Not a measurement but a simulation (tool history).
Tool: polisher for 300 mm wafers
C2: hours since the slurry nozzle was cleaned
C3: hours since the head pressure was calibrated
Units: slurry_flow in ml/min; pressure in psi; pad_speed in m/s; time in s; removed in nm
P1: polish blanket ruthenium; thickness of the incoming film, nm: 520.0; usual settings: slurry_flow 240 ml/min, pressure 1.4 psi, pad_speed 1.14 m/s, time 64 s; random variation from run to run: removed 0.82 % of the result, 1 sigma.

Run 1, hour 1.9: slurry_flow 240 ml/min, pressure 1.4 psi, pad_speed 1.14 m/s, time 64 s; wafers polished on this pad 224; C2 359.5; C3 244.6. Result: removed 65.728 nm.
Run 2, hour 5.9: slurry_flow 240 ml/min, pressure 1.4 psi, pad_speed 1.14 m/s, time 43 s; wafers polished on this pad 261; C2 363.5; C3 248.6. Result: removed 44.412 nm.
At hour 7.6: head pressure recalibrated.
Run 3, hour 9.5: slurry_flow 240 ml/min, pressure 2.1 psi, pad_speed 1.14 m/s, time 64 s; wafers polished on this pad 294; C2 367.1; C3 1.9. Result: removed 97.830 nm.
Run 4, hour 13.0: slurry_flow 240 ml/min, pressure 1.4 psi, pad_speed 0.52 m/s, time 64 s; wafers polished on this pad 326; C2 370.6; C3 5.4. Result: removed 30.314 nm.
Run 5, hour 15.0: slurry_flow 240 ml/min, pressure 1.4 psi, pad_speed 1.76 m/s, time 64 s; wafers polished on this pad 344; C2 372.6; C3 7.4. Result: removed 102.580 nm.
Run 6, hour 18.8: slurry_flow 240 ml/min, pressure 1.4 psi, pad_speed 1.14 m/s, time 64 s; wafers polished on this pad 379; C2 376.4; C3 11.2. Result: removed 64.653 nm.
Run 7, hour 22.4: slurry_flow 145 ml/min, pressure 1.4 psi, pad_speed 1.14 m/s, time 64 s; wafers polished on this pad 411; C2 380.0; C3 14.8. Result: removed 59.740 nm.
Run 8, hour 24.8: slurry_flow 240 ml/min, pressure 1.4 psi, pad_speed 1.14 m/s, time 83 s; wafers polished on this pad 433; C2 382.4; C3 17.2. Result: removed 85.563 nm.
At hour 25.6: worn pad replaced by a new one.
Run 9, hour 28.3: slurry_flow 240 ml/min, pressure 0.7 psi, pad_speed 1.14 m/s, time 84 s; wafers polished on this pad 25; C2 385.9; C3 20.7. Result: removed 43.106 nm.
Run 10, hour 32.2: slurry_flow 240 ml/min, pressure 1.4 psi, pad_speed 1.14 m/s, time 64 s; wafers polished on this pad 60; C2 389.8; C3 24.6. Result: removed 65.158 nm.
Run 11, hour 35.9: slurry_flow 240 ml/min, pressure 1.4 psi, pad_speed 1.14 m/s, time 64 s; wafers polished on this pad 94; C2 393.5; C3 28.3. Result: removed 65.923 nm.
Run 12, hour 39.1: slurry_flow 240 ml/min, pressure 1.4 psi, pad_speed 1.14 m/s, time 64 s; wafers polished on this pad 123; C2 396.7; C3 31.5. Result: removed 65.475 nm.
Run 13, hour 42.0: slurry_flow 240 ml/min, pressure 0.8 psi, pad_speed 1.14 m/s, time 64 s; wafers polished on this pad 150; C2 399.6; C3 34.4. Result: removed 37.400 nm.
Run 14, hour 44.8: slurry_flow 325 ml/min, pressure 1.4 psi, pad_speed 1.14 m/s, time 64 s; wafers polished on this pad 175; C2 402.4; C3 37.2. Result: removed 66.876 nm.
Run 15, hour 46.8: slurry_flow 240 ml/min, pressure 1.4 psi, pad_speed 1.14 m/s, time 64 s; wafers polished on this pad 193; C2 404.4; C3 39.2. Result: removed 66.043 nm.
Run 16, hour 51.0: slurry_flow 240 ml/min, pressure 1.4 psi, pad_speed 1.14 m/s, time 64 s; wafers polished on this pad 232; C2 408.6; C3 43.4. Result: removed 64.125 nm.
Run 17, hour 55.2: slurry_flow 240 ml/min, pressure 1.4 psi, pad_speed 1.14 m/s, time 64 s; wafers polished on this pad 270; C2 412.8; C3 47.6. Result: removed 62.892 nm.

Run 18 comes next. What will it give?
Run 18, hour 59.2: slurry_flow 240 ml/min, pressure 1.4 psi, pad_speed 1.14 m/s, time 64 s; wafers polished on this pad 307; C2 416.8; C3 51.6. Result: removed ?.

removed: 62.620 nm
